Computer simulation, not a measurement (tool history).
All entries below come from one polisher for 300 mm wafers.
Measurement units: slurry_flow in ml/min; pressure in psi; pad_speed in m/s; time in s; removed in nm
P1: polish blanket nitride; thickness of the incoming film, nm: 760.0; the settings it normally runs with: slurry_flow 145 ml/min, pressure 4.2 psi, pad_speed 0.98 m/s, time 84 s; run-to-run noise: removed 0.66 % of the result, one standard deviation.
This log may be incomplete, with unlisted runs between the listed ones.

run 1 hour=13.2 | slurry_flow=145 pressure=4.2 pad_speed=0.98 time=84 | removed=169.01
run 2 hour=27.7 | slurry_flow=145 pressure=4.2 pad_speed=0.98 time=84 | removed=171.04
run 3 hour=42.4 | slurry_flow=85 pressure=5.6 pad_speed=0.98 time=84 | removed=201.78
run 4 hour=54.9 | slurry_flow=145 pressure=4.2 pad_speed=0.98 time=43 | removed=86.889
run 5 hour=63 | slurry_flow=145 pressure=4.2 pad_speed=0.46 time=53 | removed=58.883
run 6 hour=70.4 | slurry_flow=145 pressure=4.2 pad_speed=0.68 time=84 | removed=127.61
run 7 hour=77.3 | slurry_flow=145 pressure=4.2 pad_speed=0.56 time=116 | removed=151.56
run 8 hour=84.5 | slurry_flow=145 pressure=4.2 pad_speed=0.98 time=125 | removed=251.8
run 9 hour=99.8 | slurry_flow=145 pressure=6.5 pad_speed=0.98 time=84 | removed=264.91
run 10 hour=113 | slurry_flow=145 pressure=4.2 pad_speed=0.98 time=84 | removed=169.09
run 11 hour=126.7 | slurry_flow=145 pressure=4.2 pad_speed=0.98 time=84 | removed=170.44
run 12 hour=138.3 | slurry_flow=145 pressure=4.2 pad_speed=1.54 time=84 | removed=247.53
run 13 hour=151.7 | slurry_flow=145 pressure=2.2 pad_speed=0.98 time=84 | removed=90.999
run 14 hour=161.7 | slurry_flow=145 pressure=4.2 pad_speed=0.98 time=84 | removed=169.19
run 15 hour=173.1 | slurry_flow=145 pressure=4.2 pad_speed=0.98 time=84 | removed=168.44
run 16 hour=181.3 | slurry_flow=85 pressure=4.2 pad_speed=0.98 time=84 | removed=152.04
run 17 hour=190.9 | slurry_flow=210 pressure=4.2 pad_speed=0.98 time=84 | removed=182.68
run 18 hour=199.9 | slurry_flow=145 pressure=4.2 pad_speed=0.98 time=84 | removed=172
run 19 hour=207.5 | slurry_flow=145 pressure=4.2 pad_speed=0.98 time=84 | removed=168.93
run 20 hour=216 | slurry_flow=145 pressure=4.2 pad_speed=0.98 time=84 | removed=164.51
run 21 hour=226.7 | slurry_flow=145 pressure=4.2 pad_speed=0.98 time=84 | removed=161.89
run 22 hour=233.7 | slurry_flow=145 pressure=4.2 pad_speed=0.98 time=84 | removed=161.19
run 23 hour=247.2 | slurry_flow=145 pressure=4.2 pad_speed=0.98 time=84 | removed=157.64
run 24 hour=257.3 | slurry_flow=145 pressure=4.2 pad_speed=0.98 time=84 | removed=156.42
run 25 hour=266.3 | slurry_flow=145 pressure=4.2 pad_speed=0.98 time=84 | removed=155.53
-- hour=274.9 head pressure recalibrated
run 26 hour=278.4 | slurry_flow=145 pressure=4.2 pad_speed=0.98 time=84 | removed=154.8
run 27 hour=291.9 | slurry_flow=145 pressure=4.2 pad_speed=0.98 time=84 | removed=154.92
run 28 hour=302 | slurry_flow=145 pressure=4.2 pad_speed=0.98 time=84 | removed=156.24

Something has made what P1 gives creep away from where it was; the 2 causes below, each at its own stated size, fit the log equally well:
A: slurry flow missing at the pad, % = 36.3
B: removal rate lost through wear of the pad, % = 9.38
Creep in the process output first set in at about hour 199.9.
The rest of the possible causes, and what rules out each one:
head's pressure below its setpoint, %: serviced at hour 274.9, after the change had begun; the process did not return to its earlier output

Which of the 4 check runs listed below, each an average over 2 wafers with its results shown as question marks, gives clearly different results under the different listed causes?
run check 1 hour=312.1 | slurry_flow=95 pressure=4.2 pad_speed=0.98 time=84 | removed=?
run check 2 hour=312.1 | slurry_flow=145 pressure=2.7 pad_speed=0.98 time=84 | removed=?
run check 3 hour=312.1 | slurry_flow=145 pressure=6.3 pad_speed=0.98 time=106 | removed=?
run check 4 hour=312.1 | slurry_flow=145 pressure=4.2 pad_speed=1.46 time=84 | removed=?

What each check would give under each cause:
check=check_1 result=removed if_A=135.17 if_B=141.27
check=check_2 result=removed if_A=99.478 if_B=99.498
check=check_3 result=removed if_A=292.91 if_B=292.96
check=check_4 result=removed if_A=212.87 if_B=212.91
Minimum pairwise separation of causes per check, each pair taken at its best-separating result: check 1 4.41 %; check 2 0.02 %; check 3 0.02 %; check 4 0.02 %
Check 1 tells the causes apart: in the others they would give nearly the same result.

The results of check 1 are: removed 134.16 nm. Based on these, which of the listed causes is it?

It was cause A: slurry flow missing at the pad, %.
